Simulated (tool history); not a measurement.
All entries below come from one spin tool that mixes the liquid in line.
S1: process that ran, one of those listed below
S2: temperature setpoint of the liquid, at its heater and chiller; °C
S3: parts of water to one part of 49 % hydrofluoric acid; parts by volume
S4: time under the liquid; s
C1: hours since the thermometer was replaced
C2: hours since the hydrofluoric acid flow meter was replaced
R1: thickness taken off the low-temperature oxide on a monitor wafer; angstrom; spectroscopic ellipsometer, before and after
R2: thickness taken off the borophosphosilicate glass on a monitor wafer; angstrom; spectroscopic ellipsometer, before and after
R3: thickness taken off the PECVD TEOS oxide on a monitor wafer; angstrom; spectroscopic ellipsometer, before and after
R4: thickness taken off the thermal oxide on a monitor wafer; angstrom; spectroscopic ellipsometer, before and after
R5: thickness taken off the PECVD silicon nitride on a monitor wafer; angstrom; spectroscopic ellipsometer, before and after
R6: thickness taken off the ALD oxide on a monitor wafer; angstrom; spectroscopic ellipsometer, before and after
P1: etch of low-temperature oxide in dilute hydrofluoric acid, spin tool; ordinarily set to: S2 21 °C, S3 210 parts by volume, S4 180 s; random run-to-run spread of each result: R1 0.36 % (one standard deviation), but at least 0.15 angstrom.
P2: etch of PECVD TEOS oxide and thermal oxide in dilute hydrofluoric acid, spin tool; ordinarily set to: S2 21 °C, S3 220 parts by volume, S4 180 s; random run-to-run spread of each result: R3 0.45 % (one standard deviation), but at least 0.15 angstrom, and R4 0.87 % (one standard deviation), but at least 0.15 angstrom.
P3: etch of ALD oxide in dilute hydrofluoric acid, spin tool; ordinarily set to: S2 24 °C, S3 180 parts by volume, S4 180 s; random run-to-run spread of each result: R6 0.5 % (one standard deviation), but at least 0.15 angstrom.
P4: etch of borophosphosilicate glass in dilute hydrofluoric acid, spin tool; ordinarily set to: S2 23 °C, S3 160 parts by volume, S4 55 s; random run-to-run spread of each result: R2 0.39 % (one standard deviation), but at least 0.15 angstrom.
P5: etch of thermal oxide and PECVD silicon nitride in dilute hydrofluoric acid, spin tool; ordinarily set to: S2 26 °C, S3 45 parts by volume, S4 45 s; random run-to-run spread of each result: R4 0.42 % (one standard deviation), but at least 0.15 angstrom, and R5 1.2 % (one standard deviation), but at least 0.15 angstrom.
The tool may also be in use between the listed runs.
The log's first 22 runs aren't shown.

run 23 hour=123.8 | S1=P2 S2=21 S3=220 S4=180 | C1=7.1 C2=557.5 | R3=88.561 R4=31.444
run 24 hour=129 | S1=P2 S2=25 S3=220 S4=180 | C1=12.3 C2=562.7 | R3=102.46 R4=36.638
run 25 hour=135.4 | S1=P1 S2=17 S3=210 S4=180 | C1=18.7 C2=569.1 | R1=203.18
run 26 hour=141.2 | S1=P5 S2=26 S3=45 S4=80 | C1=24.5 C2=574.9 | R4=98.879 R5=33.621
run 27 hour=147.9 | S1=P5 S2=33 S3=45 S4=45 | C1=31.2 C2=581.6 | R4=73.098 R5=30.16
run 28 hour=154.3 | S1=P1 S2=21 S3=210 S4=180 | C1=37.6 C2=588 | R1=237.96
run 29 hour=158.7 | S1=P1 S2=21 S3=135 S4=180 | C1=42 C2=592.4 | R1=400.03
run 30 hour=166 | S1=P1 S2=21 S3=210 S4=180 | C1=49.3 C2=599.7 | R1=235.81
run 31 hour=173.8 | S1=P1 S2=21 S3=210 S4=180 | C1=57.1 C2=607.5 | R1=242.84
run 32 hour=178.3 | S1=P1 S2=21 S3=210 S4=180 | C1=61.6 C2=612 | R1=245.64
run 33 hour=184.7 | S1=P1 S2=21 S3=210 S4=180 | C1=68 C2=618.4 | R1=246.15
run 34 hour=191.8 | S1=P1 S2=21 S3=210 S4=180 | C1=75.1 C2=625.5 | R1=248.78
run 35 hour=196.4 | S1=P1 S2=21 S3=210 S4=180 | C1=79.7 C2=630.1 | R1=249.77
run 36 hour=200 | S1=P1 S2=21 S3=210 S4=180 | C1=83.3 C2=633.7 | R1=249.75
run 37 hour=207.5 | S1=P1 S2=21 S3=210 S4=180 | C1=90.8 C2=641.2 | R1=249.54

Predict the results of run 38:
run 38 hour=211.9 | S1=P1 S2=21 S3=210 S4=180 | C1=95.2 C2=645.6 | R1=?

R1: 251.17 angstrom
